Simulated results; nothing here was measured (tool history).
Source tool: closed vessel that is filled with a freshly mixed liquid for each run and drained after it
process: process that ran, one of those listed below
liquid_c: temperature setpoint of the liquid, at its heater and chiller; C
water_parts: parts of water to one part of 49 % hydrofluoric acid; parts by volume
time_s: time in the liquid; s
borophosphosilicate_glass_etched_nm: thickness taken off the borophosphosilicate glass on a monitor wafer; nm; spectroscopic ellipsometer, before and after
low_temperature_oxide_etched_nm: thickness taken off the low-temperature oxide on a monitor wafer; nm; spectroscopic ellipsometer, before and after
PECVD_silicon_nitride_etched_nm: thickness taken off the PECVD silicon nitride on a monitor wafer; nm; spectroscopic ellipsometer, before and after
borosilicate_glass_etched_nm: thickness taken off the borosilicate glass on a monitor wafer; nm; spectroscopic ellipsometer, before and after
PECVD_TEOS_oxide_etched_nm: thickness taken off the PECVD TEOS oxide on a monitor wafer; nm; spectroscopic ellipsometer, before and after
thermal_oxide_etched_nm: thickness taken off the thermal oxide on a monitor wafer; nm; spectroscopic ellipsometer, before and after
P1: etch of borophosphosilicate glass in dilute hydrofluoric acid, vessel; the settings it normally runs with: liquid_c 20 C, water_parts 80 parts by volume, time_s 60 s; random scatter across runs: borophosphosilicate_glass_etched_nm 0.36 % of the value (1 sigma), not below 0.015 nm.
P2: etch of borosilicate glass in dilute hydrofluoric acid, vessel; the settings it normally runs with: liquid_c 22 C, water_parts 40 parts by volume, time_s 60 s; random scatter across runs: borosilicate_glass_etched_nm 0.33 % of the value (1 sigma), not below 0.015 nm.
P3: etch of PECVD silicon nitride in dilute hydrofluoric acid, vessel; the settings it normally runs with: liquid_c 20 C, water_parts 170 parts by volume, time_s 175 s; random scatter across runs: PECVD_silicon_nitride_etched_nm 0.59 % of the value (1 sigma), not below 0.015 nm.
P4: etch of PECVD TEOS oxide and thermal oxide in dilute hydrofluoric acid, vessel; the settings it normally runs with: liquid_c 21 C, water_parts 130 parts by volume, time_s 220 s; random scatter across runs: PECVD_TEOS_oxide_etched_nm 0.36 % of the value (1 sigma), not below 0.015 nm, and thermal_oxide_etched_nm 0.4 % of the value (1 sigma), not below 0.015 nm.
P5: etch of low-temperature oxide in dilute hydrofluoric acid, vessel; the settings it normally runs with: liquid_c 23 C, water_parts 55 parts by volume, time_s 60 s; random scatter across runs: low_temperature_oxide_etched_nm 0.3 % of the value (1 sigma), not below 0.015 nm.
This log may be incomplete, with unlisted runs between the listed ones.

| run | day | process | liquid_c | water_parts | time_s | hours since the thermometer was replaced | hours since the hydrofluoric acid flow meter was replaced | borophosphosilicate_glass_etched_nm | low_temperature_oxide_etched_nm | PECVD_silicon_nitride_etched_nm | borosilicate_glass_etched_nm | PECVD_TEOS_oxide_etched_nm | thermal_oxide_etched_nm |
|---|---|---|---|---|---|---|---|---|---|---|---|---|---|
| 1 | 0.475 | P1 | 20 | 80 | 60 | 552.3 | 853.4 | 34.3 |  |  |  |  |  |
| 2 | 0.742 | P1 | 20 | 20 | 60 | 558.7 | 859.8 | 148.27 |  |  |  |  |  |
| 3 | 0.95 | P1 | 20 | 80 | 60 | 563.7 | 864.8 | 34.477 |  |  |  |  |  |
| 4 | 1.167 | P5 | 23 | 30 | 60 | 568.9 | 870 |  | 67.2 |  |  |  |  |
| 5 | 1.446 | P1 | 20 | 80 | 60 | 575.6 | 876.7 | 34.323 |  |  |  |  |  |
| 6 | 1.788 | P3 | 20 | 170 | 175 | 583.8 | 884.9 |  |  | 4.0933 |  |  |  |
| 7 | 2.129 | P1 | 20 | 125 | 60 | 592 | 893.1 | 20.942 |  |  |  |  |  |
| 8 | 2.388 | P3 | 20 | 75 | 175 | 598.2 | 899.3 |  |  | 9.1447 |  |  |  |
| 9 | 2.675 | P1 | 17 | 80 | 60 | 605.1 | 906.2 | 30.374 |  |  |  |  |  |
| 10 | 2.892 | P1 | 20 | 80 | 60 | 610.3 | 911.4 | 34.371 |  |  |  |  |  |
| 11 | 3.225 | P2 | 22 | 65 | 60 | 618.3 | 919.4 |  |  |  | 28.562 |  |  |
| 12 | 3.612 | P4 | 21 | 130 | 220 | 627.6 | 928.7 |  |  |  |  | 14.614 | 6.6767 |
| 13 | 3.821 | P1 | 20 | 80 | 60 | 632.6 | 933.7 | 34.199 |  |  |  |  |  |
| 14 | 4.2 | P5 | 23 | 55 | 60 | 641.7 | 942.8 |  | 35.31 |  |  |  |  |
| 15 | 4.633 | P4 | 27 | 130 | 220 | 652.1 | 953.2 |  |  |  |  | 18.816 | 8.41 |
| 16 | 5.046 | P3 | 20 | 170 | 315 | 662 | 963.1 |  |  | 7.4061 |  |  |  |
| 17 | 5.371 | P5 | 18.5 | 55 | 60 | 669.8 | 970.9 |  | 29.44 |  |  |  |  |
| 18 | 5.633 | P3 | 24.5 | 170 | 175 | 676.1 | 977.2 |  |  | 5.575 |  |  |  |
| 19 | 6.05 | P1 | 27.5 | 80 | 90 | 686.1 | 987.2 | 69.782 |  |  |  |  |  |
| 20 | 6.462 | P1 | 20 | 80 | 100 | 696 | 997.1 | 57.058 |  |  |  |  |  |
| 21 | 6.733 | P3 | 20 | 170 | 175 | 702.5 | 1003.6 |  |  | 4.0902 |  |  |  |
| 22 | 7.15 | P2 | 22 | 40 | 60 | 712.5 | 1013.6 |  |  |  | 47.85 |  |  |
| 23 | 7.542 | P2 | 22 | 40 | 30 | 721.9 | 1023 |  |  |  | 24.083 |  |  |
| 24 | 7.992 | P4 | 21 | 195 | 220 | 732.7 | 1033.8 |  |  |  |  | 9.1777 | 4.1393 |
| 25 | 8.388 | P2 | 26.5 | 40 | 60 | 742.2 | 1043.3 |  |  |  | 57.751 |  |  |
| 26 | 8.696 | P1 | 20 | 80 | 60 | 749.6 | 1050.7 | 34.244 |  |  |  |  |  |
| 27 | 9.075 | P1 | 25 | 80 | 60 | 758.7 | 1059.8 | 42.064 |  |  |  |  |  |
| 28 | 9.458 | P4 | 21 | 130 | 220 | 767.9 | 1069 |  |  |  |  | 14.847 | 6.7134 |
| 29 | 9.783 | P5 | 23 | 55 | 30 | 775.7 | 1076.8 |  | 17.791 |  |  |  |  |
| 30 | 10.25 | P4 | 21 | 130 | 440 | 786.9 | 1088 |  |  |  |  | 29.561 | 13.383 |
| 31 | 10.571 | P1 | 20 | 80 | 30 | 794.6 | 1095.7 | 17.234 |  |  |  |  |  |
| 32 | 10.967 | P1 | 20 | 80 | 60 | 804.1 | 1105.2 | 34.518 |  |  |  |  |  |
| 33 | 11.175 | P1 | 20 | 80 | 60 | 809.1 | 1110.2 | 35.013 |  |  |  |  |  |
| 34 | 11.483 | P1 | 20 | 80 | 60 | 816.5 | 1117.6 | 35.531 |  |  |  |  |  |
| 35 | 11.938 | P1 | 20 | 80 | 60 | 827.4 | 1128.5 | 36.292 |  |  |  |  |  |

Run 36, settings as shown, results not yet in. Your forecast:
| 36 | 12.338 | P1 | 20 | 80 | 60 | 837 | 1138.1 | ? |  |  |  |  |  |

{"run 36": {"borophosphosilicate_glass_etched_nm": 36.862}}
